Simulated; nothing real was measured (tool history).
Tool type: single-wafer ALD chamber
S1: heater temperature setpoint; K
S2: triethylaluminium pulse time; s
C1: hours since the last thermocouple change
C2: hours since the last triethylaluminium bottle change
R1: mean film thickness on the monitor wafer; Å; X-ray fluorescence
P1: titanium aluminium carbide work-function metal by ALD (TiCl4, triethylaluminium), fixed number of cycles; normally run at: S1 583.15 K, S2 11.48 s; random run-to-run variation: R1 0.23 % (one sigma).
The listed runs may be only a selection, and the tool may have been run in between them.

Run 1, hour 7.8: S1 583.15 K, S2 11.48 s; C1 1980.6; C2 398.8. Result: R1 21.261 Å.
Run 2, hour 16.5: S1 583.15 K, S2 11.48 s; C1 1989.3; C2 407.5. Result: R1 21.199 Å.
Run 3, hour 21.5: S1 583.15 K, S2 18.41 s; C1 1994.3; C2 412.5. Result: R1 21.637 Å.
Run 4, hour 32.2: S1 583.15 K, S2 4.79 s; C1 2005.0; C2 423.2. Result: R1 17.493 Å.
Run 5, hour 41.9: S1 583.15 K, S2 11.48 s; C1 2014.7; C2 432.9. Result: R1 21.228 Å.
Run 6, hour 50.0: S1 607.15 K, S2 11.48 s; C1 2022.8; C2 441.0. Result: R1 23.342 Å.
Run 7, hour 58.6: S1 563.15 K, S2 15.96 s; C1 2031.4; C2 449.6. Result: R1 19.727 Å.
Run 8, hour 65.3: S1 583.15 K, S2 11.48 s; C1 2038.1; C2 456.3. Result: R1 21.218 Å.
Run 9, hour 74.7: S1 583.15 K, S2 11.48 s; C1 2047.5; C2 465.7. Result: R1 21.222 Å.
Run 10, hour 84.7: S1 583.15 K, S2 11.48 s; C1 2057.5; C2 475.7. Result: R1 21.165 Å.
Run 11, hour 94.0: S1 583.15 K, S2 11.48 s; C1 2066.8; C2 485.0. Result: R1 21.282 Å.
Run 12, hour 104.4: S1 560.15 K, S2 11.48 s; C1 2077.2; C2 495.4. Result: R1 19.223 Å.
Run 13, hour 111.8: S1 583.15 K, S2 11.48 s; C1 2084.6; C2 502.8. Result: R1 21.214 Å.
Run 14, hour 116.8: S1 583.15 K, S2 11.48 s; C1 2089.6; C2 507.8. Result: R1 21.219 Å.
Run 15, hour 127.1: S1 583.15 K, S2 11.48 s; C1 2099.9; C2 518.1. Result: R1 21.002 Å.
Run 16, hour 137.0: S1 583.15 K, S2 11.48 s; C1 2109.8; C2 528.0. Result: R1 20.940 Å.
Run 17, hour 143.2: S1 583.15 K, S2 11.48 s; C1 2116.0; C2 534.2. Result: R1 20.933 Å.
Run 18, hour 151.8: S1 583.15 K, S2 11.48 s; C1 2124.6; C2 542.8. Result: R1 20.863 Å.
Run 19, hour 157.4: S1 583.15 K, S2 11.48 s; C1 2130.2; C2 548.4. Result: R1 20.937 Å.
Run 20, hour 167.0: S1 583.15 K, S2 11.48 s; C1 2139.8; C2 558.0. Result: R1 20.819 Å.
Run 21, hour 173.7: S1 583.15 K, S2 11.48 s; C1 2146.5; C2 564.7. Result: R1 20.853 Å.
Run 22, hour 180.0: S1 583.15 K, S2 11.48 s; C1 2152.8; C2 571.0. Result: R1 20.806 Å.
Run 23, hour 186.3: S1 583.15 K, S2 11.48 s; C1 2159.1; C2 577.3. Result: R1 20.904 Å.
Run 24, hour 194.9: S1 583.15 K, S2 11.48 s; C1 2167.7; C2 585.9. Result: R1 20.789 Å.

P1 has crept away from where it was. The log is fitted equally well by each of these 2 causes, at the sizes shown:
A: triethylaluminium dose below that of a fresh bottle (%) = 15.2
B: wafer temperature below the value expected at the setpoint (K) = 3.85
The process output started creeping at around hour 111.8.

Of the 4 check runs listed below, each run on one wafer and each result written as a question mark, which would let you distinguish the listed causes because they would give clearly different results?
Run check 1, hour 203.5: S1 563.15 K, S2 11.48 s. Result: R1 ?.
Run check 2, hour 203.5: S1 596.15 K, S2 11.48 s. Result: R1 ?.
Run check 3, hour 203.5: S1 606.15 K, S2 5.01 s. Result: R1 ?.
Run check 4, hour 203.5: S1 600.15 K, S2 11.48 s. Result: R1 ?.

Expected result of each check under each candidate cause:
  check  result    if A    if B
check 1      R1  19.124  19.100
check 2      R1  22.004  22.018
check 3      R1  18.236  19.211
check 4      R1  22.358  22.377
Per-check spread between the two closest causes, in the result where they differ most: check 1 0.13 %; check 2 0.06 %; check 3 5.21 %; check 4 0.08 %
Check 3 is the one run that separates the causes; every other check would come out nearly the same whichever cause is at work.

Check 3 was carried out, with these results: R1 18.252 Å. Which of the listed causes is responsible?

A is the cause: triethylaluminium dose below that of a fresh bottle (%).

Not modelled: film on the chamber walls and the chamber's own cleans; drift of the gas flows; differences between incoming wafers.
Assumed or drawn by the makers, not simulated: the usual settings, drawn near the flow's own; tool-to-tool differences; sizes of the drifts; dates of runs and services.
